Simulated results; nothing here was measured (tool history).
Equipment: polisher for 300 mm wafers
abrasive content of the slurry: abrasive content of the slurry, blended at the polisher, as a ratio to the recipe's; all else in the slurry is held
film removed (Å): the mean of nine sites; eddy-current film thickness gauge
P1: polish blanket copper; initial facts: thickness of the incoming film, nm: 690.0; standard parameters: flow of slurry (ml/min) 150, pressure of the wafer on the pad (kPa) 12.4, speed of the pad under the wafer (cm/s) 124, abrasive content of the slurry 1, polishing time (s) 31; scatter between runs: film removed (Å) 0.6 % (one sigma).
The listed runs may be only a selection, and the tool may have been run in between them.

run	day	flow of slurry (ml/min)	pressure of the wafer on the pad (kPa)	speed of the pad under the wafer (cm/s)	abrasive content of the slurry	polishing time (s)	wafers polished on this pad	hours since the slurry nozzle was cleaned	hours since the head pressure was calibrated	hours since the slurry blender was calibrated	film removed (Å)
1	0.638	150	12.4	124	1	31	522	201	255.6	167.7	546.27
2	1.3	150	12.4	194	1	31	771	216.9	271.5	183.6	850.42
3	1.688	150	12.4	124	1.5	31	916	226.2	280.8	192.9	598.46
# day 2.042: head pressure recalibrated
4	2.112	150	12.4	124	1	31	1076	236.4	1.7	203.1	551.82
5	2.725	150	9	124	1	31	1305	251.1	16.4	217.8	392.23
6	3.192	150	17.9	124	1	31	1480	262.3	27.6	229	793.48
7	3.667	150	12.4	84	1	39	1659	273.7	39	240.4	458.62
8	4.212	210	12.4	124	1	31	1864	286.8	52.1	253.5	573.67
9	4.583	150	12.4	124	1	31	2003	295.7	61	262.4	546.85
10	5.262	150	12.4	124	1	46	2258	312	77.3	278.7	810.52
11	5.796	150	12.4	124	1	15	2458	324.8	90.1	291.5	262.5
12	6.221	150	12.4	124	1	31	2617	335	100.3	301.7	542.98
13	6.596	150	12.4	124	0.75	31	2758	344	109.3	310.7	515
14	7.217	90	12.4	124	1	31	2991	358.9	124.2	325.6	490.33
15	7.842	150	12.4	62	1	31	3225	373.9	139.2	340.6	274.46
16	8.458	150	12.4	124	1	31	3457	388.7	154	355.4	548.76
17	9.138	150	12.4	124	1	31	3712	405	170.3	371.7	555.28
18	9.504	150	12.4	124	1	31	3849	413.8	179.1	380.5	531.59
19	9.958	150	12.4	124	1	31	4020	424.7	190	391.4	518.65
# day 10.262: worn pad replaced by a new one
20	10.538	150	12.4	124	1	31	104	438.6	203.9	405.3	517.45
21	10.867	150	12.4	124	1	31	228	446.5	211.8	413.2	511.61
# day 10.983: slurry blender recalibrated
22	11.358	150	12.4	124	1	31	412	458.3	223.6	9.1	513.67
23	11.9	150	12.4	124	1	31	615	471.3	236.6	22.1	512.42

P1 has crept away from where it was. The log is fitted equally well by each of these 2 causes, at the sizes shown:
A: slurry flow missing at the pad, % = 26.8
B: head's pressure below its setpoint, % = 6.09
The gradual shift began around day 9.138.
Excluded causes, each with its reason:
removal rate lost through wear of the pad, %: its service at day 10.262 followed the start of the drift and did not put the process back to its old value
abrasive missing from the slurry, %: its service at day 10.983 followed the start of the drift and did not put the process back to its old value

Consider the 4 check runs below, whose results appear as question marks and each of which averages 2 wafers. Which one distinguishes the causes, in that each cause would give it a clearly different result?
check 1	12.442	150	12.4	124	1.5	17					?
check 2	12.442	150	12.4	194	1.3	31					?
check 3	12.442	90	12.4	124	1	43					?
check 4	12.442	150	12.4	68	1.4	31					?

If the cause were each of the candidates in turn, the checks would give the following:
check	result	if A	if B
check 1	film removed (Å)	307.31	307.29
check 2	film removed (Å)	849.24	849.19
check 3	film removed (Å)	612.99	635.14
check 4	film removed (Å)	302.6	302.59
Minimum pairwise separation of causes per check, each pair taken at its best-separating result: check 1 0.01 %; check 2 0.01 %; check 3 3.55 %; check 4 0.01 %
Only in check 3 would the causes give clearly different results; in the remaining checks their results would be nearly the same.

After running check 3, the following was obtained: film removed (Å) 639.27. Which cause does this point to?

The correct cause is B, namely: head's pressure below its setpoint, %.
